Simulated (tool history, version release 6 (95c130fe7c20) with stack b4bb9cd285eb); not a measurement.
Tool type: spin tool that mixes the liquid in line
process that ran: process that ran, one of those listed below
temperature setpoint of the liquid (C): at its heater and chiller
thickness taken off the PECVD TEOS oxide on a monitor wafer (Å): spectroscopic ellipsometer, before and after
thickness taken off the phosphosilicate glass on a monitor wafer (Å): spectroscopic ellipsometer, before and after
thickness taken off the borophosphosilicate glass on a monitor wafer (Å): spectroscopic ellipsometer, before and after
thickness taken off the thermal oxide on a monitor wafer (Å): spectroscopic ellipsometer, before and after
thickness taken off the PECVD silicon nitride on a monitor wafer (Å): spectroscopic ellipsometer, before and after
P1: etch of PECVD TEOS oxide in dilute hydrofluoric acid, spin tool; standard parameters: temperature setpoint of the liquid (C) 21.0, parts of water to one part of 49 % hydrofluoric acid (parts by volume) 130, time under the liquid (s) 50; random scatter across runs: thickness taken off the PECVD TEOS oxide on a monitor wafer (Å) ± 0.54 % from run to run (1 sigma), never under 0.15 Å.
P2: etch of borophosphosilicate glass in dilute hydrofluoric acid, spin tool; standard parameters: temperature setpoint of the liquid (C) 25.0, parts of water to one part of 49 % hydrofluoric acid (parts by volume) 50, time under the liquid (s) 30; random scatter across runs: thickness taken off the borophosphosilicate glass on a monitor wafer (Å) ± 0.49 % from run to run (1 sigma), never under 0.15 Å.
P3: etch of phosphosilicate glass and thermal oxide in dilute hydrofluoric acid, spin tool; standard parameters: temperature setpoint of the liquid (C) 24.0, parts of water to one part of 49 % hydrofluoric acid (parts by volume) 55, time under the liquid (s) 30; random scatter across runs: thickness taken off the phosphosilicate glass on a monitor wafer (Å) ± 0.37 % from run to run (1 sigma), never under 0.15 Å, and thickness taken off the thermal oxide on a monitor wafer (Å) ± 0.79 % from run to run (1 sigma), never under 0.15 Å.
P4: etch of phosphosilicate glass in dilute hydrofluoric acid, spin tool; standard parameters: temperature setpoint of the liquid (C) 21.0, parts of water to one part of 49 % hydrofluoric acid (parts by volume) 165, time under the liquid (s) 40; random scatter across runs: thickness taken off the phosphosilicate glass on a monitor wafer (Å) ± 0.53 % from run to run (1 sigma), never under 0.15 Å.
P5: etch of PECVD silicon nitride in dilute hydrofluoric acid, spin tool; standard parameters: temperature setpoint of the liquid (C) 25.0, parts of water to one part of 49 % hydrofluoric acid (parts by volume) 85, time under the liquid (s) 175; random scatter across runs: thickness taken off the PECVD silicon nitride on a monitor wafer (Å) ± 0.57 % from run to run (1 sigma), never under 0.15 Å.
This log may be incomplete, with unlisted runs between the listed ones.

run	hour	process that ran	temperature setpoint of the liquid (C)	parts of water to one part of 49 % hydrofluoric acid (parts by volume)	time under the liquid (s)	thickness taken off the PECVD TEOS oxide on a monitor wafer (Å)	thickness taken off the phosphosilicate glass on a monitor wafer (Å)	thickness taken off the borophosphosilicate glass on a monitor wafer (Å)	thickness taken off the thermal oxide on a monitor wafer (Å)	thickness taken off the PECVD silicon nitride on a monitor wafer (Å)
1	13.2	P1	21.0	130	50	70.320				
2	23.6	P4	17.0	165	40		351.06			
3	33.6	P2	25.0	50	30			328.26		
4	42.8	P4	21.0	165	40		409.53			
5	51.1	P1	21.0	130	50	71.206				
6	64.4	P3	24.0	80	30		320.22		18.696	
7	72.7	P2	25.0	50	15			163.56		
8	85.6	P3	24.0	55	45		723.45		40.747	
9	93.8	P1	17.0	45	50	191.210				
10	106.5	P5	32.5	85	175					101.770
11	119.4	P1	21.0	130	85	120.550				
12	126.2	P1	21.0	130	15	21.486				
13	136.6	P3	32.0	55	30		665.81		37.786	
14	145.2	P5	25.0	85	175					62.067
# hour 151.4: hydrofluoric acid flow meter replaced
15	154.1	P1	17.0	130	50	60.368				
16	164.6	P5	25.0	120	175					44.431
17	175.1	P1	27.5	130	50	91.213				
18	184.0	P4	21.0	165	40		412.49			
19	191.5	P2	17.5	50	30			237.11		
20	201.4	P1	21.0	130	50	71.239				
21	213.4	P1	28.5	130	15	28.271				
22	223.6	P3	24.0	55	30		480.86		27.507	
23	235.9	P1	21.0	190	50	45.939				
24	242.4	P1	21.0	80	80	195.230				
25	249.0	P3	24.0	55	30		485.18		27.820	
26	258.0	P5	25.0	85	270					97.185
# hour 258.1: thermometer replaced
27	268.4	P1	21.0	130	50	71.231				
28	280.6	P1	21.0	130	50	71.049				
29	290.5	P2	25.0	30	30			558.96		
30	302.2	P4	21.0	165	15		153.54			
31	313.6	P4	21.0	30	40		2651.30			
32	319.6	P1	21.0	30	50	347.290				
33	331.0	P1	21.0	130	50	71.381				
34	338.2	P1	21.0	130	50	70.613				
35	349.4	P1	21.0	130	50	72.688				
36	359.9	P1	21.0	130	50	74.530				
37	366.6	P1	21.0	130	50	75.042				
38	379.3	P1	21.0	130	50	76.403				
39	385.8	P1	21.0	130	50	76.469				
40	393.8	P1	21.0	130	50	75.788				
41	403.5	P1	21.0	130	50	76.073				
42	413.0	P1	21.0	130	50	76.696				
43	425.5	P1	21.0	130	50	77.024				
44	434.9	P1	21.0	130	50	76.449				
45	443.1	P1	21.0	130	50	76.655				

P1 no longer gives what it gave before; its output has crept away from where it was. The following 2 causes, each at its listed size, fit the log equally well:
A: hydrofluoric acid flow above the setpoint (%) = 7.35
B: liquid hotter than its thermometer reads (K) = 2.05
The process output started creeping at around hour 338.2.

Of the 4 check runs listed below, each run on one wafer and each result written as a question mark, which would let you distinguish the listed causes because they would give clearly different results?
check 1	451.3	P2	25.0	50	30			?		
check 2	451.3	P3	24.0	55	30		?		?	
check 3	451.3	P4	21.0	165	40		?			
check 4	451.3	P5	25.0	85	175					?

If the cause were each of the candidates in turn, the checks would give the following:
check	result	if A	if B
check 1	thickness taken off the borophosphosilicate glass on a monitor wafer (Å)	353.17	355.83
check 2	thickness taken off the phosphosilicate glass on a monitor wafer (Å)	520.79	524.64
check 2	thickness taken off the thermal oxide on a monitor wafer (Å)	29.882	30.102
check 3	thickness taken off the phosphosilicate glass on a monitor wafer (Å)	445.45	443.81
check 4	thickness taken off the PECVD silicon nitride on a monitor wafer (Å)	67.123	71.542
Per-check spread between the two closest causes, in the result where they differ most: check 1 0.75 %; check 2 0.74 %; check 3 0.37 %; check 4 6.38 %
Check 4 distinguishes between the causes, while the remaining checks would return nearly the same result for all of them.

Here is what check 4 returned: thickness taken off the PECVD silicon nitride on a monitor wafer (Å) 67.291. Which cause is it?

The correct cause is A, namely: hydrofluoric acid flow above the setpoint (%).
